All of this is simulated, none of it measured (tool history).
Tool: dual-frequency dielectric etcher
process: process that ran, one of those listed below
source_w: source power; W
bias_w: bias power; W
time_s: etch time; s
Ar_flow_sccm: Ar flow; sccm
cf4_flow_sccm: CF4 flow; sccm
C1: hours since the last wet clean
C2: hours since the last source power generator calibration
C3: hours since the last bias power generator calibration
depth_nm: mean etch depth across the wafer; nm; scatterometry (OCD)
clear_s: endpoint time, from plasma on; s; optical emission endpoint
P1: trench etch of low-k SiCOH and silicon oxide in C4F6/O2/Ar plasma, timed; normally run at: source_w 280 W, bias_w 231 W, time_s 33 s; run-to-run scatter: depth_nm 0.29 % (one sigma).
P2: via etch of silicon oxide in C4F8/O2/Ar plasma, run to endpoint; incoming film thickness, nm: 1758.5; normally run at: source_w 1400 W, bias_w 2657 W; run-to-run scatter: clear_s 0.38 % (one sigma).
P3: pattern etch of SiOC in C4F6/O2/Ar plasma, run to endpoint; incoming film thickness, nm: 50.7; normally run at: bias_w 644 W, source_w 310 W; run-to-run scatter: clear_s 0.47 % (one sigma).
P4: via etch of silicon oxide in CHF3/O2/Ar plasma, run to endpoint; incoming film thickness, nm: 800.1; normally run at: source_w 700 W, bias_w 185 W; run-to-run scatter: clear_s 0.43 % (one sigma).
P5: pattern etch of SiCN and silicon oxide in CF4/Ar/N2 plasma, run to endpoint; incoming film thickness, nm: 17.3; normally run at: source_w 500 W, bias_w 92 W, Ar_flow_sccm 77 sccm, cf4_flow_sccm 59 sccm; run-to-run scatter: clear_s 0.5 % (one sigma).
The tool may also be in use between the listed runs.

run 1 hour=4.5 | process=P1 source_w=280 bias_w=231 time_s=33 | C1=314.3 C2=2082.8 C3=1105 | depth_nm=94.482
run 2 hour=9 | process=P3 source_w=310 bias_w=408 | C1=318.8 C2=2087.3 C3=1109.5 | clear_s=20.766
run 3 hour=13.7 | process=P1 source_w=170 bias_w=231 time_s=43 | C1=323.5 C2=2092 C3=1114.2 | depth_nm=101.1
-- hour=14.4 bias power generator calibrated
run 4 hour=18.3 | process=P4 source_w=700 bias_w=117 | C1=328.1 C2=2096.6 C3=4 | clear_s=433.67
run 5 hour=21.5 | process=P2 source_w=1400 bias_w=2657 | C1=331.3 C2=2099.8 C3=7.2 | clear_s=366.96
run 6 hour=24.6 | process=P3 source_w=310 bias_w=644 | C1=334.4 C2=2102.9 C3=10.3 | clear_s=17.522
run 7 hour=28.8 | process=P1 source_w=380 bias_w=231 time_s=45.5 | C1=338.6 C2=2107.1 C3=14.5 | depth_nm=146.4
run 8 hour=32.5 | process=P1 source_w=280 bias_w=231 time_s=33 | C1=342.3 C2=2110.8 C3=18.2 | depth_nm=94.772
run 9 hour=36.1 | process=P2 source_w=890 bias_w=2657 | C1=345.9 C2=2114.4 C3=21.8 | clear_s=435.11
run 10 hour=40 | process=P3 source_w=180 bias_w=644 | C1=349.8 C2=2118.3 C3=25.7 | clear_s=21.263
run 11 hour=43.5 | process=P5 source_w=690 bias_w=92 Ar_flow_sccm=77 cf4_flow_sccm=59 | C1=353.3 C2=2121.8 C3=29.2 | clear_s=12.198
run 12 hour=46.1 | process=P1 source_w=400 bias_w=231 time_s=33 | C1=355.9 C2=2124.4 C3=31.8 | depth_nm=108.26
run 13 hour=48.6 | process=P1 source_w=280 bias_w=231 time_s=20 | C1=358.4 C2=2126.9 C3=34.3 | depth_nm=56.891
run 14 hour=52.7 | process=P1 source_w=280 bias_w=291 time_s=33 | C1=362.5 C2=2131 C3=38.4 | depth_nm=102.83
run 15 hour=56.7 | process=P5 source_w=500 bias_w=92 Ar_flow_sccm=62 cf4_flow_sccm=59 | C1=366.5 C2=2135 C3=42.4 | clear_s=15.946
run 16 hour=61.1 | process=P2 source_w=1400 bias_w=1946 | C1=370.9 C2=2139.4 C3=46.8 | clear_s=400.74
run 17 hour=65.4 | process=P1 source_w=280 bias_w=231 time_s=33 | C1=375.2 C2=2143.7 C3=51.1 | depth_nm=94.423
run 18 hour=68.6 | process=P5 source_w=500 bias_w=56 Ar_flow_sccm=77 cf4_flow_sccm=59 | C1=378.4 C2=2146.9 C3=54.3 | clear_s=18.956
run 19 hour=71.5 | process=P5 source_w=500 bias_w=92 Ar_flow_sccm=77 cf4_flow_sccm=59 | C1=381.3 C2=2149.8 C3=57.2 | clear_s=16.255
run 20 hour=74.4 | process=P1 source_w=280 bias_w=180 time_s=33 | C1=384.2 C2=2152.7 C3=60.1 | depth_nm=86.997
run 21 hour=79.3 | process=P1 source_w=280 bias_w=231 time_s=44 | C1=389.1 C2=2157.6 C3=65 | depth_nm=126.11
run 22 hour=84 | process=P2 source_w=1400 bias_w=2657 | C1=393.8 C2=2162.3 C3=69.7 | clear_s=366.12
run 23 hour=87.9 | process=P4 source_w=700 bias_w=185 | C1=397.7 C2=2166.2 C3=73.6 | clear_s=377.87
run 24 hour=92.7 | process=P1 source_w=210 bias_w=231 time_s=33 | C1=402.5 C2=2171 C3=78.4 | depth_nm=84.874
run 25 hour=95.9 | process=P5 source_w=500 bias_w=92 Ar_flow_sccm=77 cf4_flow_sccm=80 | C1=405.7 C2=2174.2 C3=81.6 | clear_s=15.443
run 26 hour=100.5 | process=P4 source_w=960 bias_w=185 | C1=410.3 C2=2178.8 C3=86.2 | clear_s=333.81
run 27 hour=104.3 | process=P1 source_w=280 bias_w=231 time_s=33 | C1=414.1 C2=2182.6 C3=90 | depth_nm=94.205
run 28 hour=108.1 | process=P1 source_w=280 bias_w=231 time_s=33 | C1=417.9 C2=2186.4 C3=93.8 | depth_nm=94.141

The next listed run, before its measurement:
run 29 hour=112.2 | process=P1 source_w=280 bias_w=231 time_s=33 | C1=422 C2=2190.5 C3=97.9 | depth_nm=?

depth_nm: 95.642 nm
